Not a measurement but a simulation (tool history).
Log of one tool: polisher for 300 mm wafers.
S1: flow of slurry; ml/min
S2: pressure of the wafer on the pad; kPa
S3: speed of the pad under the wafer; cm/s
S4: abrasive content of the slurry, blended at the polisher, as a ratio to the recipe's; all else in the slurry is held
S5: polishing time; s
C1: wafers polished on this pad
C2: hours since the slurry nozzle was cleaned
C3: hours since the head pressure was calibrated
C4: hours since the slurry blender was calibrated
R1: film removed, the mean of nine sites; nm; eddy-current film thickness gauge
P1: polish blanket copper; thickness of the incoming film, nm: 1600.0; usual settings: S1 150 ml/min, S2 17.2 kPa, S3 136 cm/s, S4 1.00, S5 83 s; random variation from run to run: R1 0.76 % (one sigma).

Run 1, hour 4.2: S1 150 ml/min, S2 17.2 kPa, S3 136 cm/s, S4 1.00, S5 83 s; C1 145; C2 319.3; C3 641.8; C4 129.2. Result: R1 324.53 nm.
Run 2, hour 10.4: S1 150 ml/min, S2 17.2 kPa, S3 136 cm/s, S4 1.35, S5 83 s; C1 193; C2 325.5; C3 648.0; C4 135.4. Result: R1 345.22 nm.
Run 3, hour 17.0: S1 150 ml/min, S2 17.2 kPa, S3 74 cm/s, S4 1.00, S5 83 s; C1 243; C2 332.1; C3 654.6; C4 142.0. Result: R1 175.44 nm.
Run 4, hour 20.2: S1 150 ml/min, S2 8.3 kPa, S3 90 cm/s, S4 1.00, S5 83 s; C1 268; C2 335.3; C3 657.8; C4 145.2. Result: R1 102.21 nm.
Run 5, hour 24.1: S1 215 ml/min, S2 17.2 kPa, S3 136 cm/s, S4 1.00, S5 83 s; C1 297; C2 339.2; C3 661.7; C4 149.1. Result: R1 339.17 nm.
Run 6, hour 30.2: S1 150 ml/min, S2 9.7 kPa, S3 136 cm/s, S4 1.00, S5 83 s; C1 344; C2 345.3; C3 667.8; C4 155.2. Result: R1 179.65 nm.
Run 7, hour 36.3: S1 150 ml/min, S2 17.2 kPa, S3 136 cm/s, S4 1.00, S5 38 s; C1 391; C2 351.4; C3 673.9; C4 161.3. Result: R1 149.17 nm.
Run 8, hour 39.6: S1 150 ml/min, S2 17.2 kPa, S3 136 cm/s, S4 1.00, S5 83 s; C1 416; C2 354.7; C3 677.2; C4 164.6. Result: R1 321.73 nm.
Run 9, hour 42.8: S1 150 ml/min, S2 17.2 kPa, S3 136 cm/s, S4 1.00, S5 117 s; C1 440; C2 357.9; C3 680.4; C4 167.8. Result: R1 454.74 nm.
Run 10, hour 48.3: S1 150 ml/min, S2 17.2 kPa, S3 136 cm/s, S4 1.00, S5 83 s; C1 482; C2 363.4; C3 685.9; C4 173.3. Result: R1 320.82 nm.
Run 11, hour 54.8: S1 150 ml/min, S2 17.2 kPa, S3 136 cm/s, S4 1.00, S5 83 s; C1 532; C2 369.9; C3 692.4; C4 179.8. Result: R1 322.51 nm.
Run 12, hour 61.8: S1 150 ml/min, S2 24.8 kPa, S3 136 cm/s, S4 1.00, S5 83 s; C1 585; C2 376.9; C3 699.4; C4 186.8. Result: R1 462.93 nm.
Run 13, hour 68.4: S1 150 ml/min, S2 17.2 kPa, S3 136 cm/s, S4 1.00, S5 83 s; C1 636; C2 383.5; C3 706.0; C4 193.4. Result: R1 320.92 nm.
Run 14, hour 71.7: S1 150 ml/min, S2 17.2 kPa, S3 136 cm/s, S4 0.55, S5 83 s; C1 661; C2 386.8; C3 709.3; C4 196.7. Result: R1 284.93 nm.
Run 15, hour 77.3: S1 150 ml/min, S2 17.2 kPa, S3 204 cm/s, S4 1.00, S5 83 s; C1 704; C2 392.4; C3 714.9; C4 202.3. Result: R1 484.93 nm.
Run 16, hour 81.9: S1 90 ml/min, S2 17.2 kPa, S3 136 cm/s, S4 1.00, S5 83 s; C1 739; C2 397.0; C3 719.5; C4 206.9. Result: R1 288.90 nm.
Run 17, hour 85.7: S1 150 ml/min, S2 17.2 kPa, S3 136 cm/s, S4 1.00, S5 83 s; C1 768; C2 400.8; C3 723.3; C4 210.7. Result: R1 323.27 nm.
Run 18, hour 89.8: S1 150 ml/min, S2 17.2 kPa, S3 136 cm/s, S4 1.00, S5 83 s; C1 799; C2 404.9; C3 727.4; C4 214.8. Result: R1 313.76 nm.
Run 19, hour 93.9: S1 150 ml/min, S2 17.2 kPa, S3 136 cm/s, S4 1.00, S5 83 s; C1 831; C2 409.0; C3 731.5; C4 218.9. Result: R1 305.40 nm.
At hour 99.9: slurry blender recalibrated.
Run 20, hour 100.0: S1 150 ml/min, S2 17.2 kPa, S3 136 cm/s, S4 1.00, S5 83 s; C1 877; C2 415.1; C3 737.6; C4 0.2. Result: R1 298.71 nm.
At hour 102.2: worn pad replaced by a new one.
Run 21, hour 103.8: S1 150 ml/min, S2 17.2 kPa, S3 136 cm/s, S4 1.00, S5 83 s; C1 12; C2 418.9; C3 741.4; C4 4.0. Result: R1 300.67 nm.
Run 22, hour 110.9: S1 150 ml/min, S2 17.2 kPa, S3 136 cm/s, S4 1.00, S5 83 s; C1 66; C2 426.0; C3 748.5; C4 11.1. Result: R1 301.09 nm.
Run 23, hour 114.3: S1 150 ml/min, S2 17.2 kPa, S3 136 cm/s, S4 1.00, S5 83 s; C1 92; C2 429.4; C3 751.9; C4 14.5. Result: R1 297.94 nm.
Run 24, hour 119.1: S1 150 ml/min, S2 17.2 kPa, S3 136 cm/s, S4 1.00, S5 83 s; C1 129; C2 434.2; C3 756.7; C4 19.3. Result: R1 302.19 nm.

What P1 gives has crept away from where it was. These 2 causes fit the log equally well, each at the size given:
A: head's pressure below its setpoint, % = 7.48
B: slurry flow missing at the pad, % = 31.3
The creep began at about hour 85.7.
Why every other cause is out:
removal rate lost through wear of the pad, %: serviced at hour 102.2, which brought nothing back
abrasive missing from the slurry, %: serviced at hour 99.9, which brought nothing back

4 check runs are offered, each on 5 wafers whose results are averaged, their results left as question marks. Which one tells the causes apart?
Run check 1, hour 123.9: S1 110 ml/min, S2 10.3 kPa, S3 136 cm/s, S4 1.00, S5 83 s. Result: R1 ?.
Run check 2, hour 123.9: S1 150 ml/min, S2 17.2 kPa, S3 78 cm/s, S4 0.60, S5 83 s. Result: R1 ?.
Run check 3, hour 123.9: S1 150 ml/min, S2 11.7 kPa, S3 136 cm/s, S4 1.00, S5 83 s. Result: R1 ?.
Run check 4, hour 123.9: S1 150 ml/min, S2 11.0 kPa, S3 136 cm/s, S4 1.00, S5 83 s. Result: R1 ?.

What each check would give under each cause:
  check  result    if A    if B
check 1      R1  168.47  164.35
check 2      R1  154.15  154.13
check 3      R1  203.22  203.20
check 4      R1  191.26  191.24
How far apart the two closest causes lie, in the result that separates them most: check 1 2.48 %; check 2 0.01 %; check 3 0.01 %; check 4 0.01 %
Check 1 tells the causes apart: in the others they would give nearly the same result.

Then check 1 was run and gave: R1 167.84 nm. Which cause is it?

It is A: head's pressure below its setpoint, %.
